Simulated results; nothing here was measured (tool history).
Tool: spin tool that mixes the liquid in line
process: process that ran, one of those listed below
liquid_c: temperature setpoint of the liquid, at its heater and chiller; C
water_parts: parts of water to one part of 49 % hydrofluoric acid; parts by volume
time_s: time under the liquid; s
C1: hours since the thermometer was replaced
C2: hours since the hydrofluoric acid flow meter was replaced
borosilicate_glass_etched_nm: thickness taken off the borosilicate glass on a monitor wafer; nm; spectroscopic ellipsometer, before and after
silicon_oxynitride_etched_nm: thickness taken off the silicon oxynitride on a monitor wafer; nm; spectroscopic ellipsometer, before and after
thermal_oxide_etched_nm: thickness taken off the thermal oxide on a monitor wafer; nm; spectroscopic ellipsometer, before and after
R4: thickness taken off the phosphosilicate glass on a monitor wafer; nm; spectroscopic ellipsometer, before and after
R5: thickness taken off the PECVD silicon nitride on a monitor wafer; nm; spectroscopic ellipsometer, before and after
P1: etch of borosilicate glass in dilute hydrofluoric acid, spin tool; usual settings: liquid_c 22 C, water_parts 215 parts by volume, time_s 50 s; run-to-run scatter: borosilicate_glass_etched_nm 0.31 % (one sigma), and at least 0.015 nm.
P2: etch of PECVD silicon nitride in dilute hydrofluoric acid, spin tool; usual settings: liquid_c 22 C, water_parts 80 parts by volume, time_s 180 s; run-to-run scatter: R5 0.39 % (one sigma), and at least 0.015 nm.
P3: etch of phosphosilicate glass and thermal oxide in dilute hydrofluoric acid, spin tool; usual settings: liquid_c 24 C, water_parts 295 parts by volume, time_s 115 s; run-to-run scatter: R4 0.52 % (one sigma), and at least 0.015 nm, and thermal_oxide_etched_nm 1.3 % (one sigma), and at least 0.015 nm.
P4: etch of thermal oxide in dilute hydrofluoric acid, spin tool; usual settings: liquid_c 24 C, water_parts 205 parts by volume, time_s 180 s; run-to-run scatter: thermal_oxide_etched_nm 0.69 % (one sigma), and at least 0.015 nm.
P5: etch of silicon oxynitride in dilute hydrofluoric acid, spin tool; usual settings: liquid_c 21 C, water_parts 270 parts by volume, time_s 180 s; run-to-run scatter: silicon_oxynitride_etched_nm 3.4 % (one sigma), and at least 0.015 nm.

Run 1, hour 16.2: process P1, liquid_c 22 C, water_parts 215 parts by volume, time_s 50 s; C1 884.5; C2 1037.9. Result: borosilicate_glass_etched_nm 8.4804 nm.
Run 2, hour 24.7: process P1, liquid_c 22 C, water_parts 215 parts by volume, time_s 50 s; C1 893; C2 1046.4. Result: borosilicate_glass_etched_nm 8.5292 nm.
Run 3, hour 33.4: process P5, liquid_c 21 C, water_parts 270 parts by volume, time_s 180 s; C1 901.7; C2 1055.1. Result: silicon_oxynitride_etched_nm 0.74905 nm.
Run 4, hour 44.5: process P4, liquid_c 24 C, water_parts 205 parts by volume, time_s 180 s; C1 912.8; C2 1066.2. Result: thermal_oxide_etched_nm 3.7585 nm.
Run 5, hour 58.4: process P1, liquid_c 22 C, water_parts 115 parts by volume, time_s 95 s; C1 926.7; C2 1080.1. Result: borosilicate_glass_etched_nm 33.656 nm.
Run 6, hour 73.1: process P1, liquid_c 22 C, water_parts 35 parts by volume, time_s 50 s; C1 941.4; C2 1094.8. Result: borosilicate_glass_etched_nm 64.322 nm.
Run 7, hour 83.4: process P4, liquid_c 19 C, water_parts 205 parts by volume, time_s 180 s; C1 951.7; C2 1105.1. Result: thermal_oxide_etched_nm 3.1138 nm.
Run 8, hour 98.7: process P3, liquid_c 24 C, water_parts 295 parts by volume, time_s 30 s; C1 967; C2 1120.4. Result: thermal_oxide_etched_nm 0.41008 nm, R4 6.5533 nm.
Run 9, hour 109.8: process P1, liquid_c 26.5 C, water_parts 215 parts by volume, time_s 25 s; C1 978.1; C2 1131.5. Result: borosilicate_glass_etched_nm 5.0127 nm.
Run 10, hour 125.8: process P1, liquid_c 26 C, water_parts 215 parts by volume, time_s 50 s; C1 994.1; C2 1147.5. Result: borosilicate_glass_etched_nm 9.9637 nm.
Run 11, hour 137: process P5, liquid_c 28.5 C, water_parts 270 parts by volume, time_s 180 s; C1 1005.3; C2 1158.7. Result: silicon_oxynitride_etched_nm 1.0194 nm.
Run 12, hour 153.6: process P5, liquid_c 21 C, water_parts 270 parts by volume, time_s 265 s; C1 1021.9; C2 1175.3. Result: silicon_oxynitride_etched_nm 1.0957 nm.
Run 13, hour 167.9: process P3, liquid_c 17 C, water_parts 295 parts by volume, time_s 115 s; C1 1036.2; C2 1189.6. Result: thermal_oxide_etched_nm 1.1974 nm, R4 19.519 nm.
Run 14, hour 178.1: process P1, liquid_c 22 C, water_parts 350 parts by volume, time_s 50 s; C1 1046.4; C2 1199.8. Result: borosilicate_glass_etched_nm 4.5864 nm.
Run 15, hour 189.1: process P1, liquid_c 22 C, water_parts 215 parts by volume, time_s 95 s; C1 1057.4; C2 1210.8. Result: borosilicate_glass_etched_nm 16.234 nm.
Run 16, hour 196.7: process P4, liquid_c 24 C, water_parts 205 parts by volume, time_s 90 s; C1 1065; C2 1218.4. Result: thermal_oxide_etched_nm 1.8986 nm.
Run 17, hour 206.2: process P1, liquid_c 22 C, water_parts 215 parts by volume, time_s 50 s; C1 1074.5; C2 1227.9. Result: borosilicate_glass_etched_nm 8.5277 nm.
Run 18, hour 217.7: process P2, liquid_c 22 C, water_parts 20 parts by volume, time_s 180 s; C1 1086; C2 1239.4. Result: R5 22.179 nm.
Run 19, hour 232: process P1, liquid_c 17 C, water_parts 215 parts by volume, time_s 50 s; C1 1100.3; C2 1253.7. Result: borosilicate_glass_etched_nm 7.0407 nm.
Run 20, hour 244: process P1, liquid_c 22 C, water_parts 215 parts by volume, time_s 30 s; C1 1112.3; C2 1265.7. Result: borosilicate_glass_etched_nm 5.1278 nm.
Run 21, hour 254.3: process P2, liquid_c 22 C, water_parts 80 parts by volume, time_s 320 s; C1 1122.6; C2 1276. Result: R5 10.123 nm.
At hour 261.6: hydrofluoric acid flow meter replaced.
Run 22, hour 267.6: process P2, liquid_c 22 C, water_parts 80 parts by volume, time_s 180 s; C1 1135.9; C2 6.1. Result: R5 5.7847 nm.
Run 23, hour 276.7: process P3, liquid_c 24 C, water_parts 295 parts by volume, time_s 115 s; C1 1145; C2 15.2. Result: thermal_oxide_etched_nm 1.538 nm, R4 25.184 nm.
Run 24, hour 291.3: process P3, liquid_c 24 C, water_parts 95 parts by volume, time_s 115 s; C1 1159.6; C2 29.8. Result: thermal_oxide_etched_nm 6.0147 nm, R4 96.901 nm.
Run 25, hour 302: process P5, liquid_c 21 C, water_parts 455 parts by volume, time_s 180 s; C1 1170.3; C2 40.5. Result: silicon_oxynitride_etched_nm 0.39965 nm.
Run 26, hour 310.9: process P4, liquid_c 24 C, water_parts 370 parts by volume, time_s 180 s; C1 1179.2; C2 49.4. Result: thermal_oxide_etched_nm 1.8168 nm.
Run 27, hour 327: process P2, liquid_c 28.5 C, water_parts 80 parts by volume, time_s 180 s; C1 1195.3; C2 65.5. Result: R5 8.7763 nm.
Run 28, hour 337.4: process P2, liquid_c 22 C, water_parts 80 parts by volume, time_s 180 s; C1 1205.7; C2 75.9. Result: R5 5.7537 nm.
Run 29, hour 345.5: process P1, liquid_c 22 C, water_parts 215 parts by volume, time_s 50 s; C1 1213.8; C2 84. Result: borosilicate_glass_etched_nm 8.5443 nm.

Run 30 comes next. What will it give?
Run 30, hour 356.4: process P1, liquid_c 22 C, water_parts 215 parts by volume, time_s 50 s; C1 1224.7; C2 94.9. Result: borosilicate_glass_etched_nm ?.

borosilicate_glass_etched_nm: 8.49 nm
